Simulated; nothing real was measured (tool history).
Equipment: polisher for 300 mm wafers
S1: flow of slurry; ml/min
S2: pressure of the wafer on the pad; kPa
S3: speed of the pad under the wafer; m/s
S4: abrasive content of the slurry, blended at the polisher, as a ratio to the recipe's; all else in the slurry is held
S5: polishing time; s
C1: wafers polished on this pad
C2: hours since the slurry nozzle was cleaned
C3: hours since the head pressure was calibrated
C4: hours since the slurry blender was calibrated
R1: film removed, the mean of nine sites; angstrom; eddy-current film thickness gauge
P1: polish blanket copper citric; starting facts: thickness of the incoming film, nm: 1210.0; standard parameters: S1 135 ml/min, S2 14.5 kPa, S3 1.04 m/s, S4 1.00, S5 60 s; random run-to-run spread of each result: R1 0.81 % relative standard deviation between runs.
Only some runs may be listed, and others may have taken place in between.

{"run": 1, "hour": 9.5, "S1": 135, "S2": 14.5, "S3": 1.04, "S4": 1.0, "S5": 60, "C1": 498, "C2": 521.0, "C3": 112.5, "C4": 160.5, "R1": 856.61}
{"run": 2, "hour": 16.4, "S1": 135, "S2": 14.5, "S3": 0.48, "S4": 1.0, "S5": 60, "C1": 546, "C2": 527.9, "C3": 119.4, "C4": 167.4, "R1": 420.19}
{"run": 3, "hour": 27.1, "S1": 135, "S2": 14.5, "S3": 1.04, "S4": 0.6, "S5": 60, "C1": 621, "C2": 538.6, "C3": 130.1, "C4": 178.1, "R1": 784.01}
{"hour": 38.1, "done": "worn pad replaced by a new one"}
{"run": 4, "hour": 39.1, "S1": 135, "S2": 14.5, "S3": 1.04, "S4": 1.0, "S5": 60, "C1": 7, "C2": 550.6, "C3": 142.1, "C4": 190.1, "R1": 874.02}
{"run": 5, "hour": 49.0, "S1": 135, "S2": 9.7, "S3": 1.04, "S4": 1.0, "S5": 40, "C1": 76, "C2": 560.5, "C3": 152.0, "C4": 200.0, "R1": 392.0}
{"run": 6, "hour": 57.9, "S1": 135, "S2": 14.5, "S3": 1.04, "S4": 1.0, "S5": 60, "C1": 139, "C2": 569.4, "C3": 160.9, "C4": 208.9, "R1": 866.07}
{"run": 7, "hour": 65.8, "S1": 135, "S2": 10.3, "S3": 1.04, "S4": 1.0, "S5": 60, "C1": 194, "C2": 577.3, "C3": 168.8, "C4": 216.8, "R1": 630.14}
{"hour": 70.6, "done": "slurry nozzle cleaned"}
{"run": 8, "hour": 74.8, "S1": 135, "S2": 14.5, "S3": 1.04, "S4": 1.0, "S5": 39, "C1": 257, "C2": 4.2, "C3": 177.8, "C4": 225.8, "R1": 573.84}
{"run": 9, "hour": 83.7, "S1": 135, "S2": 22.1, "S3": 1.04, "S4": 1.0, "S5": 60, "C1": 319, "C2": 13.1, "C3": 186.7, "C4": 234.7, "R1": 1321.0}
{"run": 10, "hour": 96.4, "S1": 80, "S2": 14.5, "S3": 1.04, "S4": 1.0, "S5": 60, "C1": 408, "C2": 25.8, "C3": 199.4, "C4": 247.4, "R1": 768.92}
{"run": 11, "hour": 103.4, "S1": 135, "S2": 14.5, "S3": 1.04, "S4": 1.0, "S5": 60, "C1": 457, "C2": 32.8, "C3": 206.4, "C4": 254.4, "R1": 870.3}
{"run": 12, "hour": 111.1, "S1": 135, "S2": 14.5, "S3": 1.38, "S4": 1.0, "S5": 60, "C1": 510, "C2": 40.5, "C3": 214.1, "C4": 262.1, "R1": 1144.5}
{"run": 13, "hour": 123.9, "S1": 135, "S2": 14.5, "S3": 1.04, "S4": 1.0, "S5": 95, "C1": 600, "C2": 53.3, "C3": 226.9, "C4": 274.9, "R1": 1383.2}
{"run": 14, "hour": 136.6, "S1": 170, "S2": 14.5, "S3": 1.04, "S4": 1.0, "S5": 60, "C1": 689, "C2": 66.0, "C3": 239.6, "C4": 287.6, "R1": 922.07}
{"run": 15, "hour": 145.6, "S1": 135, "S2": 14.5, "S3": 1.04, "S4": 1.45, "S5": 60, "C1": 751, "C2": 75.0, "C3": 248.6, "C4": 296.6, "R1": 943.95}
{"run": 16, "hour": 151.4, "S1": 200, "S2": 14.5, "S3": 1.04, "S4": 1.4, "S5": 60, "C1": 792, "C2": 80.8, "C3": 254.4, "C4": 302.4, "R1": 996.99}
{"run": 17, "hour": 160.9, "S1": 135, "S2": 14.5, "S3": 1.04, "S4": 1.0, "S5": 60, "C1": 858, "C2": 90.3, "C3": 263.9, "C4": 311.9, "R1": 880.53}
{"run": 18, "hour": 166.6, "S1": 135, "S2": 14.5, "S3": 1.04, "S4": 1.0, "S5": 60, "C1": 898, "C2": 96.0, "C3": 269.6, "C4": 317.6, "R1": 875.2}
{"run": 19, "hour": 172.5, "S1": 135, "S2": 14.5, "S3": 1.04, "S4": 1.0, "S5": 60, "C1": 940, "C2": 101.9, "C3": 275.5, "C4": 323.5, "R1": 870.69}
{"run": 20, "hour": 183.9, "S1": 135, "S2": 14.5, "S3": 1.04, "S4": 1.0, "S5": 60, "C1": 1019, "C2": 113.3, "C3": 286.9, "C4": 334.9, "R1": 854.55}
{"run": 21, "hour": 193.1, "S1": 135, "S2": 14.5, "S3": 1.04, "S4": 1.0, "S5": 60, "C1": 1084, "C2": 122.5, "C3": 296.1, "C4": 344.1, "R1": 832.42}
{"run": 22, "hour": 201.3, "S1": 135, "S2": 14.5, "S3": 1.04, "S4": 1.0, "S5": 60, "C1": 1141, "C2": 130.7, "C3": 304.3, "C4": 352.3, "R1": 829.2}
{"hour": 206.9, "done": "head pressure recalibrated"}
{"run": 23, "hour": 213.8, "S1": 135, "S2": 14.5, "S3": 1.04, "S4": 1.0, "S5": 60, "C1": 1228, "C2": 143.2, "C3": 7.0, "C4": 364.8, "R1": 817.51}
{"run": 24, "hour": 221.3, "S1": 135, "S2": 14.5, "S3": 1.04, "S4": 1.0, "S5": 60, "C1": 1281, "C2": 150.7, "C3": 14.5, "C4": 372.3, "R1": 819.2}
{"run": 25, "hour": 234.0, "S1": 135, "S2": 14.5, "S3": 1.04, "S4": 1.0, "S5": 60, "C1": 1369, "C2": 163.4, "C3": 27.2, "C4": 385.0, "R1": 808.93}
{"hour": 237.0, "done": "worn pad replaced by a new one"}
{"run": 26, "hour": 241.6, "S1": 135, "S2": 14.5, "S3": 1.04, "S4": 1.0, "S5": 60, "C1": 32, "C2": 171.0, "C3": 34.8, "C4": 392.6, "R1": 809.49}
{"run": 27, "hour": 247.3, "S1": 135, "S2": 14.5, "S3": 1.04, "S4": 1.0, "S5": 60, "C1": 72, "C2": 176.7, "C3": 40.5, "C4": 398.3, "R1": 809.31}
{"run": 28, "hour": 258.7, "S1": 135, "S2": 14.5, "S3": 1.04, "S4": 1.0, "S5": 60, "C1": 152, "C2": 188.1, "C3": 51.9, "C4": 409.7, "R1": 805.21}
{"run": 29, "hour": 268.6, "S1": 135, "S2": 14.5, "S3": 1.04, "S4": 1.0, "S5": 60, "C1": 221, "C2": 198.0, "C3": 61.8, "C4": 419.6, "R1": 815.23}

P1 has crept away from where it was. The log is fitted equally well by each of these 2 causes, at the sizes shown:
A: slurry flow missing at the pad, % = 29.6
B: abrasive missing from the slurry, % = 31.3
At approximately hour 172.5, the process output began to creep.
Every other cause this tool's parts could produce, and why it does not fit the log:
removal rate lost through wear of the pad, %: serviced at hour 237.0, which brought nothing back
head's pressure below its setpoint, %: serviced at hour 206.9, which brought nothing back

The 4 check runs listed below each average the results of 2 wafers, and their outcomes are marked with question marks. Under which run would the listed causes produce clearly different results?
{"run": "check 1", "hour": 278.5, "S1": 135, "S2": 14.5, "S3": 1.04, "S4": 1.25, "S5": 60, "R1": "?"}
{"run": "check 2", "hour": 278.5, "S1": 80, "S2": 21.4, "S3": 1.04, "S4": 1.0, "S5": 60, "R1": "?"}
{"run": "check 3", "hour": 278.5, "S1": 135, "S2": 19.3, "S3": 1.04, "S4": 1.0, "S5": 60, "R1": "?"}
{"run": "check 4", "hour": 278.5, "S1": 135, "S2": 22.1, "S3": 0.54, "S4": 1.0, "S5": 60, "R1": "?"}

Predicted outcomes, by check and by cause:
check=check_1 result=R1 if_A=849.77 if_B=847.96
check=check_2 result=R1 if_A=995.63 if_B=1041.30
check=check_3 result=R1 if_A=1070.60 if_B=1070.60
check=check_4 result=R1 if_A=646.09 if_B=646.10
Per-check spread between the two closest causes, in the result where they differ most: check 1 0.21 %; check 2 4.49 %; check 3 0 %; check 4 0 %
The causes can be told apart only by check 2. The other checks would give nearly the same results under each of them.

After running check 2, the following was obtained: R1 1036.00 angstrom. Which cause does this point to?

B is the cause: abrasive missing from the slurry, %.

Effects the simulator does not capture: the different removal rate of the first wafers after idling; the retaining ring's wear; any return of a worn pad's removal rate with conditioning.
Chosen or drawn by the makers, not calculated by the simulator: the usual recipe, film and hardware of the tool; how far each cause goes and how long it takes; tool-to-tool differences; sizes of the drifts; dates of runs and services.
